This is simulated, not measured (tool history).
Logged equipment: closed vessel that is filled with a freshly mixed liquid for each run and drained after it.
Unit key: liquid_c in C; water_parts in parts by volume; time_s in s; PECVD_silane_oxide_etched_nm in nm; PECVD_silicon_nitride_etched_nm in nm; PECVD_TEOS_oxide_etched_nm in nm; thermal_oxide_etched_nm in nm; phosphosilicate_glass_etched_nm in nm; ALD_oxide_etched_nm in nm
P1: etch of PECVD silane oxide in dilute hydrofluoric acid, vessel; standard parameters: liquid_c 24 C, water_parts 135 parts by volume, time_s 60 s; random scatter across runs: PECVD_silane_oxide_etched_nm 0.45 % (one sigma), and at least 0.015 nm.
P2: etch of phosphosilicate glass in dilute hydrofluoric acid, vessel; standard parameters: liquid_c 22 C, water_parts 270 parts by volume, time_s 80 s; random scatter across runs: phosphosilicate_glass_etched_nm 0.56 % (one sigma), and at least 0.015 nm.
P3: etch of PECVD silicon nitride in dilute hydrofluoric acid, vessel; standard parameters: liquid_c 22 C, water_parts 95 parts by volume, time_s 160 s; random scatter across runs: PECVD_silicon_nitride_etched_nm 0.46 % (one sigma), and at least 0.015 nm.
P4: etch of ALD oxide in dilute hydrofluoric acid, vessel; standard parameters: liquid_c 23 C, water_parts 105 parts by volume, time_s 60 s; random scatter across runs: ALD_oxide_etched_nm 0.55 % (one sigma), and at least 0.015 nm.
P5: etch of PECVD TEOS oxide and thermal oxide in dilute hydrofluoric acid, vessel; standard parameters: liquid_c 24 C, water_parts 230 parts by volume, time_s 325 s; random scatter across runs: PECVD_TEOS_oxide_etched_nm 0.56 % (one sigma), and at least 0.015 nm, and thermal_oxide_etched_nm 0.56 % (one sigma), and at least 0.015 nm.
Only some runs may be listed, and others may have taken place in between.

| run | day | process | liquid_c | water_parts | time_s | hours since the thermometer was replaced | hours since the hydrofluoric acid flow meter was replaced | PECVD_silane_oxide_etched_nm | PECVD_silicon_nitride_etched_nm | PECVD_TEOS_oxide_etched_nm | thermal_oxide_etched_nm | phosphosilicate_glass_etched_nm | ALD_oxide_etched_nm |
|---|---|---|---|---|---|---|---|---|---|---|---|---|---|
| 1 | 0.208 | P1 | 24 | 135 | 60 | 1804.9 | 409.1 | 19.177 |  |  |  |  |  |
| 2 | 0.462 | P1 | 24 | 135 | 60 | 1811 | 415.2 | 19.387 |  |  |  |  |  |
| 3 | 0.754 | P1 | 24 | 135 | 30 | 1818 | 422.2 | 9.7058 |  |  |  |  |  |
| 4 | 0.929 | P1 | 24 | 70 | 60 | 1822.2 | 426.4 | 40.376 |  |  |  |  |  |
| 5 | 1.171 | P1 | 24 | 135 | 60 | 1828 | 432.2 | 19.147 |  |  |  |  |  |
| 6 | 1.342 | P3 | 22 | 55 | 160 | 1832.1 | 436.3 |  | 9.3637 |  |  |  |  |
| 7 | 1.521 | P5 | 24 | 230 | 55 | 1836.4 | 440.6 |  |  | 3.9034 | 0.9829 |  |  |
| 8 | 1.696 | P3 | 22 | 95 | 160 | 1840.6 | 444.8 |  | 5.4408 |  |  |  |  |
| 9 | 2.029 | P3 | 29.5 | 95 | 160 | 1848.6 | 452.8 |  | 8.8944 |  |  |  |  |
| 10 | 2.375 | P2 | 22 | 270 | 80 | 1856.9 | 461.1 |  |  |  |  | 21.055 |  |
| 11 | 2.671 | P5 | 17 | 230 | 325 | 1864 | 468.2 |  |  | 17.618 | 4.4814 |  |  |
| 12 | 2.846 | P1 | 24 | 135 | 60 | 1868.2 | 472.4 | 19.162 |  |  |  |  |  |
| 13 | 3.067 | P1 | 24 | 225 | 60 | 1873.5 | 477.7 | 10.462 |  |  |  |  |  |
| 14 | 3.321 | P1 | 24 | 135 | 105 | 1879.6 | 483.8 | 33.634 |  |  |  |  |  |
| 15 | 3.542 | P4 | 31 | 105 | 60 | 1884.9 | 489.1 |  |  |  |  |  | 15.475 |
| 16 | 3.883 | P4 | 23 | 20 | 60 | 1893.1 | 497.3 |  |  |  |  |  | 65.274 |
|  | 3.938 | hydrofluoric acid flow meter replaced |
| 17 | 4.158 | P5 | 24 | 230 | 325 | 1899.7 | 5.3 |  |  | 22.987 | 5.8936 |  |  |
| 18 | 4.325 | P5 | 24 | 410 | 325 | 1903.7 | 9.3 |  |  | 10.789 | 2.7698 |  |  |
| 19 | 4.583 | P4 | 23 | 105 | 60 | 1909.9 | 15.5 |  |  |  |  |  | 11.333 |
| 20 | 4.929 | P5 | 24 | 230 | 325 | 1918.2 | 23.8 |  |  | 22.986 | 5.8097 |  |  |
| 21 | 5.083 | P1 | 31 | 135 | 60 | 1921.9 | 27.5 | 25.108 |  |  |  |  |  |
| 22 | 5.292 | P1 | 20.5 | 135 | 100 | 1926.9 | 32.5 | 27.978 |  |  |  |  |  |
| 23 | 5.45 | P1 | 24 | 65 | 115 | 1930.7 | 36.3 | 82.841 |  |  |  |  |  |
| 24 | 5.8 | P2 | 22 | 270 | 80 | 1939.1 | 44.7 |  |  |  |  | 21.076 |  |
| 25 | 6.138 | P2 | 22 | 475 | 80 | 1947.2 | 52.8 |  |  |  |  | 9.921 |  |
| 26 | 6.383 | P4 | 23 | 105 | 60 | 1953.1 | 58.7 |  |  |  |  |  | 11.338 |
| 27 | 6.6 | P2 | 17 | 270 | 80 | 1958.3 | 63.9 |  |  |  |  | 17.412 |  |
| 28 | 6.854 | P4 | 23 | 105 | 30 | 1964.4 | 70 |  |  |  |  |  | 5.6232 |
| 29 | 7.158 | P1 | 19 | 230 | 60 | 1971.7 | 77.3 | 8.4394 |  |  |  |  |  |

What does the tool deliver on the next run?
| 30 | 7.329 | P3 | 22 | 95 | 320 | 1975.8 | 81.4 |  | ? |  |  |  |  |

PECVD_silicon_nitride_etched_nm: 10.817 nm

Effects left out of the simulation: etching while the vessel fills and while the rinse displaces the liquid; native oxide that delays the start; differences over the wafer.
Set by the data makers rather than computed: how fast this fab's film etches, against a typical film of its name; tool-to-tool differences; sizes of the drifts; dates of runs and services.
